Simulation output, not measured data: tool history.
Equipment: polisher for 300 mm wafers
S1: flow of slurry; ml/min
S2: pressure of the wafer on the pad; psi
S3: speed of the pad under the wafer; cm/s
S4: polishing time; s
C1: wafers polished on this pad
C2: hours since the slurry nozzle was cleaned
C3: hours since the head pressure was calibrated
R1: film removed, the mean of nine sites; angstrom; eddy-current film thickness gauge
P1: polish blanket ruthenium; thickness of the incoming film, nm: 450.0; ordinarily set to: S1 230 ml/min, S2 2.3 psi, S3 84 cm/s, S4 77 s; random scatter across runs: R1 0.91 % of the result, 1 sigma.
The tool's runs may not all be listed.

run   hour   S1   S2   S3   S4    C1    C2     C3       R1
  1    3.0  230  2.3   84   77   814  70.8  195.5   751.71
  2    6.7  230  2.3   84   45   848  74.5  199.2   431.44
  3   10.2  230  3.5   84   77   880  78.0  202.7  1122.30
  4   16.8  140  2.3   84   77   940  84.6  209.3   693.46
  5   20.6  230  2.3   84  113   974  88.4  213.1  1102.30
      25.7  -- slurry nozzle cleaned
  6   26.8  230  3.1  106   77  1030   1.1  219.3  1254.90
  7   30.6  230  2.3   84   77  1065   4.9  223.1   744.83
  8   34.1  230  2.3   38   77  1097   8.4  226.6   336.13
  9   38.8  230  2.3  126   77  1139  13.1  231.3  1116.10
 10   42.5  345  2.3   84   77  1173  16.8  235.0   783.77
 11   46.2  230  2.3   84   77  1207  20.5  238.7   743.39
 12   51.6  230  2.3   84   77  1256  25.9  244.1   751.25
 13   55.6  230  1.5   84   77  1292  29.9  248.1   492.59
 14   59.7  230  2.3   84   77  1329  34.0  252.2   742.85
 15   66.1  230  2.3   84   77  1388  40.4  258.6   721.90
 16   70.0  230  2.3   84   77  1423  44.3  262.5   729.83
 17   74.8  230  2.3   84   77  1467  49.1  267.3   723.38
 18   79.9  230  2.3   84   77  1513  54.2  272.4   699.95
 19   83.5  230  2.3   84   77  1546  57.8  276.0   703.14
 20   86.6  230  2.3   84   77  1574  60.9  279.1   714.11
      89.7  -- head pressure recalibrated
 21   90.3  230  2.3   84   77  1607  64.6    0.6   688.82
 22   95.7  230  2.3   84   77  1657  70.0    6.0   712.29
 23   99.6  230  2.3   84   77  1692  73.9    9.9   708.95
 24  102.6  230  2.3   84   77  1719  76.9   12.9   696.23

Run 25 comes next. What will it give?
 25  108.5  230  2.3  84  77  1773  82.8  18.8   ?

R1: 709.34 angstrom

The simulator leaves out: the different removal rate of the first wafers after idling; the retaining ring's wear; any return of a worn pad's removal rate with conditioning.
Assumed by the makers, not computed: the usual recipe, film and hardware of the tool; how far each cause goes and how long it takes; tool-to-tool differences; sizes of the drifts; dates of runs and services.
